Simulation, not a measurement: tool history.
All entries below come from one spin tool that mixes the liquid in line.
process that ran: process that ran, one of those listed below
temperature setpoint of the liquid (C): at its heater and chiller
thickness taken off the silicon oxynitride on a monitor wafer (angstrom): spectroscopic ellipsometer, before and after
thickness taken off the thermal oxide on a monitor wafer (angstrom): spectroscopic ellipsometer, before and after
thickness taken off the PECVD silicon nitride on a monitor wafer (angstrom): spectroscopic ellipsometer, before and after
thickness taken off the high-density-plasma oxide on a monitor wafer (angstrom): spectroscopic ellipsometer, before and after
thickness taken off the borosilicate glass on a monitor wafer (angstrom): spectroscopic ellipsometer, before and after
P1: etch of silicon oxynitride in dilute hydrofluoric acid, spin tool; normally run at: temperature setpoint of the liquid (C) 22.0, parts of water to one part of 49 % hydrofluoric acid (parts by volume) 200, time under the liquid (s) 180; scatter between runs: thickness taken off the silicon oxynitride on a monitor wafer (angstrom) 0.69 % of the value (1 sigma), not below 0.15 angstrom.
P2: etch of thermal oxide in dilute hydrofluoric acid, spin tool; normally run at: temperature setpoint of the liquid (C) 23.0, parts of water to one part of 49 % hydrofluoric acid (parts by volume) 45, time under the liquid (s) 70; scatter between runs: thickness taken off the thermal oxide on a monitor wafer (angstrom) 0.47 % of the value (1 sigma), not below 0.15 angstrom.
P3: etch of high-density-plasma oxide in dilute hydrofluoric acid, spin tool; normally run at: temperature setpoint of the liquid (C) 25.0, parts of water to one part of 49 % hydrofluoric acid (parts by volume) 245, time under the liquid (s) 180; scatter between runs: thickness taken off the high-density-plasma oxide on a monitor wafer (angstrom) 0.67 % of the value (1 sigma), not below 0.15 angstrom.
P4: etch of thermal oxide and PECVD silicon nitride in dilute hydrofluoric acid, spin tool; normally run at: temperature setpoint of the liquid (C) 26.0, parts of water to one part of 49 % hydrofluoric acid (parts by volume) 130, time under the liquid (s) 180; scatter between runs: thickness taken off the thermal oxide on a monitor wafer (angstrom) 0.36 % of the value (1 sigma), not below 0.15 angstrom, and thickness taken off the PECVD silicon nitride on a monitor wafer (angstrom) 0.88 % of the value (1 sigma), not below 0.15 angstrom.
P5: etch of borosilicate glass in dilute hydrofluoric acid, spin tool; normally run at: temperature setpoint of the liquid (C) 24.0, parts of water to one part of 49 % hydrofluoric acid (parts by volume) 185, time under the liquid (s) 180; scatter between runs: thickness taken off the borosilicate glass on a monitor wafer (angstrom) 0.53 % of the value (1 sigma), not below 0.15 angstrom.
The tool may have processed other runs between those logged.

run,day,process that ran,temperature setpoint of the liquid (C),parts of water to one part of 49 % hydrofluoric acid (parts by volume),time under the liquid (s),hours since the thermometer was replaced,hours since the hydrofluoric acid flow meter was replaced,thickness taken off the silicon oxynitride on a monitor wafer (angstrom),thickness taken off the thermal oxide on a monitor wafer (angstrom),thickness taken off the PECVD silicon nitride on a monitor wafer (angstrom),thickness taken off the high-density-plasma oxide on a monitor wafer (angstrom),thickness taken off the borosilicate glass on a monitor wafer (angstrom)
1,0.450,P1,22.0,200,180,465.7,703.1,35.071,,,,
2,0.829,P2,17.0,45,70,474.8,712.2,,58.974,,,
3,1.129,P4,26.0,130,180,482.0,719.4,,67.238,32.060,,
4,1.575,P1,22.0,200,180,492.7,730.1,34.877,,,,
5,1.954,P1,22.0,200,65,501.8,739.2,12.199,,,,
6,2.254,P3,19.5,245,180,509.0,746.4,,,,31.2440,
7,2.696,P5,24.0,185,180,519.6,757.0,,,,,219.72
8,3.088,P2,23.0,45,70,529.0,766.4,,75.975,,,
9,3.342,P3,25.0,245,40,535.1,772.5,,,,8.3401,
10,3.562,P4,17.5,130,180,540.4,777.8,,47.756,18.453,,
11,3.954,P1,27.0,200,180,549.8,787.2,43.529,,,,
12,4.204,P5,24.0,185,290,555.8,793.2,,,,,350.48
13,4.400,P2,23.0,45,15,560.5,797.9,,16.499,,,
14,4.758,P5,24.0,35,180,569.1,806.5,,,,,1397.80
15,5.129,P1,22.0,95,180,578.0,815.4,79.358,,,,
16,5.417,P1,22.0,200,280,584.9,822.3,53.905,,,,
17,5.838,P4,26.0,130,180,595.0,832.4,,67.100,32.191,,
18,6.208,P4,26.0,185,180,603.9,841.3,,43.872,23.085,,
19,6.575,P2,23.0,75,70,612.7,850.1,,44.019,,,
20,6.938,P3,25.0,245,180,621.4,858.8,,,,38.0950,
21,7.150,P3,25.0,245,180,626.5,863.9,,,,37.9740,
22,7.429,P1,17.0,200,180,633.2,870.6,27.448,,,,
23,7.708,P5,32.0,185,180,639.9,877.3,,,,,292.05
24,8.038,P3,25.0,50,180,647.8,885.2,,,,233.8700,
25,8.446,P1,22.0,275,180,657.6,895.0,24.038,,,,
26,8.721,P1,22.0,200,180,664.2,901.6,35.313,,,,
27,9.042,P1,26.0,350,180,671.9,909.3,21.188,,,,
28,9.408,P1,22.0,200,180,680.7,918.1,34.866,,,,
29,9.721,P4,26.0,130,330,688.2,925.6,,122.690,59.306,,

The next listed run, before its measurement:
30,9.929,P1,22.0,200,180,693.2,930.6,?,,,,

thickness taken off the silicon oxynitride on a monitor wafer (angstrom): 35.097
